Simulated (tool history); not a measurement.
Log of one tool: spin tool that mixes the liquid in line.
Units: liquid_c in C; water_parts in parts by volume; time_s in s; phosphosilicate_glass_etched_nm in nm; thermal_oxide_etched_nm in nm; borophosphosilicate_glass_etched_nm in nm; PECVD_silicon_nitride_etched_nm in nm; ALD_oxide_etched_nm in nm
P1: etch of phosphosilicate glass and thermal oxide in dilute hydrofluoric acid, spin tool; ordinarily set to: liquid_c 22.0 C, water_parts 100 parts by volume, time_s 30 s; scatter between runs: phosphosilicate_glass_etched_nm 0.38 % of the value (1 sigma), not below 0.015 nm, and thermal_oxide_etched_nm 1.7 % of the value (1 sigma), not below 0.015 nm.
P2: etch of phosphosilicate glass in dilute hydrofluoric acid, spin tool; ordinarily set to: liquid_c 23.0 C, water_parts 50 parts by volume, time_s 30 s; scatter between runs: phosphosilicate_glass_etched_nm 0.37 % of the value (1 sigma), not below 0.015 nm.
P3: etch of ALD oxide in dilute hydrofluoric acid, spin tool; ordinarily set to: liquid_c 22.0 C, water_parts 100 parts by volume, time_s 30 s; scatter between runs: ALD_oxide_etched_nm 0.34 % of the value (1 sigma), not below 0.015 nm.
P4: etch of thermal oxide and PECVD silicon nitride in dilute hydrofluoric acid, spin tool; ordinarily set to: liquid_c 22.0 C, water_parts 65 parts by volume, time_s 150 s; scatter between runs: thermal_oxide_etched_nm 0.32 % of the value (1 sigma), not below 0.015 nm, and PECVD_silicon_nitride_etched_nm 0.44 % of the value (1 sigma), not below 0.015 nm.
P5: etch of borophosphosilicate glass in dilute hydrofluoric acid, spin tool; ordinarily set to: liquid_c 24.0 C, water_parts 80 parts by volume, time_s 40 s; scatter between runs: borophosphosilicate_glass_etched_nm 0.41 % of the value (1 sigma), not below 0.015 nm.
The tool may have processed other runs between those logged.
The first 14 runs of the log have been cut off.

run,hour,process,liquid_c,water_parts,time_s,phosphosilicate_glass_etched_nm,thermal_oxide_etched_nm,borophosphosilicate_glass_etched_nm,PECVD_silicon_nitride_etched_nm,ALD_oxide_etched_nm
15,57.4,P4,22.0,65,150,,10.62500,,11.3990,
16,61.9,P1,22.0,100,45,57.706,1.85550,,,
17,65.8,P1,22.0,55,30,73.630,2.33670,,,
18,68.5,P1,22.0,100,30,38.042,1.27440,,,
19,71.4,P1,26.5,100,30,45.475,1.57720,,,
# hour 72.2: hydrofluoric acid flow meter replaced
20,74.7,P1,22.0,100,15,19.018,0.60894,,,
21,77.4,P5,18.5,80,40,,,18.963,,
22,80.7,P5,24.0,80,65,,,38.690,,
23,86.2,P2,23.0,50,30,62.618,,,,
24,89.5,P4,22.0,65,255,,18.03100,,19.4520,
25,92.8,P3,22.0,100,30,,,,,8.8532

Estimate the outcome of run 26 from the log above:
26,97.5,P5,24.0,80,40,,,?,,

Logged for run 26: borophosphosilicate_glass_etched_nm 23.687 nm.

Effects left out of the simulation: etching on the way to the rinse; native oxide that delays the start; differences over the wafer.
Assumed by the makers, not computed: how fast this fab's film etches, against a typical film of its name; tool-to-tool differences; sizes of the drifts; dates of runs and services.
